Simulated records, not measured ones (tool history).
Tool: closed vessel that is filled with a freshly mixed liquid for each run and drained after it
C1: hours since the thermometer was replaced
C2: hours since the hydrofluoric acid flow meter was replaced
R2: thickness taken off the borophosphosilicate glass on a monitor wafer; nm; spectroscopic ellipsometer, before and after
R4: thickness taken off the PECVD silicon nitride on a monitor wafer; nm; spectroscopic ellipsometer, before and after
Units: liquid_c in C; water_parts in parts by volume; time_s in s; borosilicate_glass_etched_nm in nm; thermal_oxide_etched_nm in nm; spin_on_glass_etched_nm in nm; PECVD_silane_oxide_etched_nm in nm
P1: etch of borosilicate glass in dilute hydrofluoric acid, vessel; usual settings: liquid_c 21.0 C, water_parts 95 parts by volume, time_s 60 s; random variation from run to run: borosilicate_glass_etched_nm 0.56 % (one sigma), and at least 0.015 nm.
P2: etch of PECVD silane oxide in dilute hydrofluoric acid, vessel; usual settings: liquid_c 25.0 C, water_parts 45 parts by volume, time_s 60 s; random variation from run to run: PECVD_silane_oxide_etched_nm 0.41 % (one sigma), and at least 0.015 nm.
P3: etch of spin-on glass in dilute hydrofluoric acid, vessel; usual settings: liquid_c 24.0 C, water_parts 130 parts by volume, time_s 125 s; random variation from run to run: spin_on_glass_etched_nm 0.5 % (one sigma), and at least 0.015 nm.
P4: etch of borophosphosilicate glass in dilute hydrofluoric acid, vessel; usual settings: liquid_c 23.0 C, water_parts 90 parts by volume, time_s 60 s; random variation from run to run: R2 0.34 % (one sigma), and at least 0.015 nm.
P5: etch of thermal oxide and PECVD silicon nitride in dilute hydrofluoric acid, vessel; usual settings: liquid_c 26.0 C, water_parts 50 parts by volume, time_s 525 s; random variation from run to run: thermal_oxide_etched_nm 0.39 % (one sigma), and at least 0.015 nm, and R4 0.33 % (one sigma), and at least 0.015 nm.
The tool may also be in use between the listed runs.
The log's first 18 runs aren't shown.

{"run": 19, "hour": 260.7, "process": "P5", "liquid_c": 26.0, "water_parts": 50, "time_s": 525, "C1": 598.3, "C2": 826.4, "thermal_oxide_etched_nm": 58.421, "R4": 29.034}
{"run": 20, "hour": 271.5, "process": "P1", "liquid_c": 21.0, "water_parts": 95, "time_s": 60, "C1": 609.1, "C2": 837.2, "borosilicate_glass_etched_nm": 9.5867}
{"run": 21, "hour": 288.5, "process": "P3", "liquid_c": 24.0, "water_parts": 130, "time_s": 220, "C1": 626.1, "C2": 854.2, "spin_on_glass_etched_nm": 53.811}
{"run": 22, "hour": 298.0, "process": "P4", "liquid_c": 31.0, "water_parts": 90, "time_s": 60, "C1": 635.6, "C2": 863.7, "R2": 71.429}
{"run": 23, "hour": 309.4, "process": "P3", "liquid_c": 29.5, "water_parts": 130, "time_s": 125, "C1": 647.0, "C2": 875.1, "spin_on_glass_etched_nm": 37.793}
{"run": 24, "hour": 322.7, "process": "P2", "liquid_c": 25.0, "water_parts": 45, "time_s": 30, "C1": 660.3, "C2": 888.4, "PECVD_silane_oxide_etched_nm": 13.176}
{"run": 25, "hour": 332.2, "process": "P1", "liquid_c": 17.0, "water_parts": 95, "time_s": 100, "C1": 669.8, "C2": 897.9, "borosilicate_glass_etched_nm": 13.466}
{"run": 26, "hour": 346.0, "process": "P1", "liquid_c": 21.0, "water_parts": 95, "time_s": 60, "C1": 683.6, "C2": 911.7, "borosilicate_glass_etched_nm": 9.5335}
{"run": 27, "hour": 362.2, "process": "P1", "liquid_c": 21.0, "water_parts": 95, "time_s": 60, "C1": 699.8, "C2": 927.9, "borosilicate_glass_etched_nm": 9.6138}
{"run": 28, "hour": 371.7, "process": "P3", "liquid_c": 24.0, "water_parts": 30, "time_s": 125, "C1": 709.3, "C2": 937.4, "spin_on_glass_etched_nm": 150.14}
{"run": 29, "hour": 386.6, "process": "P1", "liquid_c": 21.0, "water_parts": 160, "time_s": 60, "C1": 724.2, "C2": 952.3, "borosilicate_glass_etched_nm": 5.3475}
{"run": 30, "hour": 398.8, "process": "P4", "liquid_c": 23.0, "water_parts": 90, "time_s": 85, "C1": 736.4, "C2": 964.5, "R2": 74.017}
{"run": 31, "hour": 414.6, "process": "P2", "liquid_c": 29.0, "water_parts": 45, "time_s": 60, "C1": 752.2, "C2": 980.3, "PECVD_silane_oxide_etched_nm": 30.871}
{"run": 32, "hour": 432.4, "process": "P1", "liquid_c": 21.0, "water_parts": 95, "time_s": 60, "C1": 770.0, "C2": 998.1, "borosilicate_glass_etched_nm": 9.5584}
{"run": 33, "hour": 447.2, "process": "P1", "liquid_c": 21.0, "water_parts": 95, "time_s": 60, "C1": 784.8, "C2": 1012.9, "borosilicate_glass_etched_nm": 10.009}
{"run": 34, "hour": 462.7, "process": "P1", "liquid_c": 21.0, "water_parts": 95, "time_s": 60, "C1": 800.3, "C2": 1028.4, "borosilicate_glass_etched_nm": 10.189}
{"run": 35, "hour": 480.3, "process": "P1", "liquid_c": 21.0, "water_parts": 95, "time_s": 60, "C1": 817.9, "C2": 1046.0, "borosilicate_glass_etched_nm": 10.305}
{"run": 36, "hour": 499.1, "process": "P1", "liquid_c": 21.0, "water_parts": 95, "time_s": 60, "C1": 836.7, "C2": 1064.8, "borosilicate_glass_etched_nm": 10.535}
{"run": 37, "hour": 518.2, "process": "P1", "liquid_c": 21.0, "water_parts": 95, "time_s": 60, "C1": 855.8, "C2": 1083.9, "borosilicate_glass_etched_nm": 10.428}
{"run": 38, "hour": 532.8, "process": "P1", "liquid_c": 21.0, "water_parts": 95, "time_s": 60, "C1": 870.4, "C2": 1098.5, "borosilicate_glass_etched_nm": 10.592}
{"run": 39, "hour": 544.6, "process": "P1", "liquid_c": 21.0, "water_parts": 95, "time_s": 60, "C1": 882.2, "C2": 1110.3, "borosilicate_glass_etched_nm": 10.575}
{"run": 40, "hour": 559.1, "process": "P1", "liquid_c": 21.0, "water_parts": 95, "time_s": 60, "C1": 896.7, "C2": 1124.8, "borosilicate_glass_etched_nm": 10.66}

The next listed run, before its measurement:
{"run": 41, "hour": 575.6, "process": "P1", "liquid_c": 21.0, "water_parts": 95, "time_s": 60, "C1": 913.2, "C2": 1141.3, "borosilicate_glass_etched_nm": "?"}

Run 41 gave borosilicate_glass_etched_nm 10.6130 nm.
